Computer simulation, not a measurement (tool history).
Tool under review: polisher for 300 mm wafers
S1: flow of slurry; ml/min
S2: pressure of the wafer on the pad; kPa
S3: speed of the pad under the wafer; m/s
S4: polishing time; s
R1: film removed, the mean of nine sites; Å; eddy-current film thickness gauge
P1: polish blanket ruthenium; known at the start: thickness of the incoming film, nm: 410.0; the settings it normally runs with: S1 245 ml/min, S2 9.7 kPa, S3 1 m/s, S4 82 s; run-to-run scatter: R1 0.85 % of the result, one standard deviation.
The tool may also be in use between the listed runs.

run 1 hour=15.9 | S1=245 S2=9.7 S3=1 S4=82 | R1=675.97
run 2 hour=30.6 | S1=245 S2=9.7 S3=1.46 S4=51 | R1=613.37
run 3 hour=47.3 | S1=245 S2=9.7 S3=1 S4=120 | R1=1007.3
run 4 hour=61.4 | S1=370 S2=9.7 S3=1 S4=82 | R1=694.14
run 5 hour=70.6 | S1=245 S2=9.7 S3=1 S4=82 | R1=680.96
run 6 hour=80.4 | S1=245 S2=9.7 S3=1.58 S4=82 | R1=1091.1
run 7 hour=91 | S1=245 S2=4.8 S3=1.24 S4=82 | R1=417.69
run 8 hour=109.9 | S1=245 S2=9.7 S3=0.66 S4=82 | R1=443.06
run 9 hour=120.1 | S1=245 S2=15.2 S3=1 S4=82 | R1=1071.3
run 10 hour=136.1 | S1=245 S2=9.7 S3=1 S4=43 | R1=356.72
run 11 hour=147.6 | S1=145 S2=9.7 S3=1 S4=82 | R1=643.16
-- hour=153.5 worn pad replaced by a new one
run 12 hour=166.5 | S1=245 S2=9.7 S3=1 S4=82 | R1=672.17
run 13 hour=182.8 | S1=245 S2=9.7 S3=1 S4=82 | R1=684.77
run 14 hour=197.1 | S1=245 S2=6.2 S3=1 S4=82 | R1=435.33
run 15 hour=211 | S1=245 S2=9.7 S3=1 S4=82 | R1=681.43
run 16 hour=226.1 | S1=245 S2=9.7 S3=1 S4=82 | R1=676.35
run 17 hour=242.7 | S1=245 S2=9.7 S3=1 S4=82 | R1=661.99
run 18 hour=250.9 | S1=245 S2=9.7 S3=1 S4=82 | R1=658.67
run 19 hour=263 | S1=245 S2=9.7 S3=1 S4=82 | R1=658.78
run 20 hour=281.8 | S1=245 S2=9.7 S3=1 S4=82 | R1=641.75
run 21 hour=300.2 | S1=245 S2=9.7 S3=1 S4=82 | R1=636.34
run 22 hour=313.3 | S1=245 S2=9.7 S3=1 S4=82 | R1=632.62
-- hour=323.7 worn pad replaced by a new one
run 23 hour=327.9 | S1=245 S2=9.7 S3=1 S4=82 | R1=637.7
run 24 hour=343.3 | S1=245 S2=9.7 S3=1 S4=82 | R1=630.18
run 25 hour=354 | S1=245 S2=9.7 S3=1 S4=82 | R1=635.08
run 26 hour=364.9 | S1=245 S2=9.7 S3=1 S4=82 | R1=641.07

Something has made what P1 gives creep away from where it was; the 2 causes below, each at its own stated size, fit the log equally well:
A: slurry flow missing at the pad, % = 38.3
B: head's pressure below its setpoint, % = 6.42
Onset of the creep was near hour 211.
Excluded causes, each with its reason:
removal rate lost through wear of the pad, %: serviced at hour 323.7, which brought nothing back

Which of the check runs below tells the causes apart, meaning the causes would give it clearly different results? Each run uses 5 wafers whose results are averaged, and each result is shown as a question mark.
run check 1 hour=375.8 | S1=245 S2=6.9 S3=1.56 S4=82 | R1=?
run check 2 hour=375.8 | S1=245 S2=14.5 S3=1.44 S4=82 | R1=?
run check 3 hour=375.8 | S1=170 S2=9.7 S3=1.54 S4=82 | R1=?
run check 4 hour=375.8 | S1=245 S2=14.5 S3=1.56 S4=82 | R1=?

How each check would come out, cause by cause:
check=check_1 result=R1 if_A=709.36 if_B=709.47
check=check_2 result=R1 if_A=1375.1 if_B=1375.3
check=check_3 result=R1 if_A=910.23 if_B=935.07
check=check_4 result=R1 if_A=1489.7 if_B=1489.9
Per check, the gap between the least separated pair of causes, taken in the result that splits them most: check 1 0.02 %; check 2 0.02 %; check 3 2.69 %; check 4 0.02 %
The other checks would show nearly matching results whichever cause is true, so check 3 is the only one that separates the causes.

With check 3 done, the readings were: R1 908.52 Å. Identify which of the listed causes applies.

It was cause A: slurry flow missing at the pad, %.
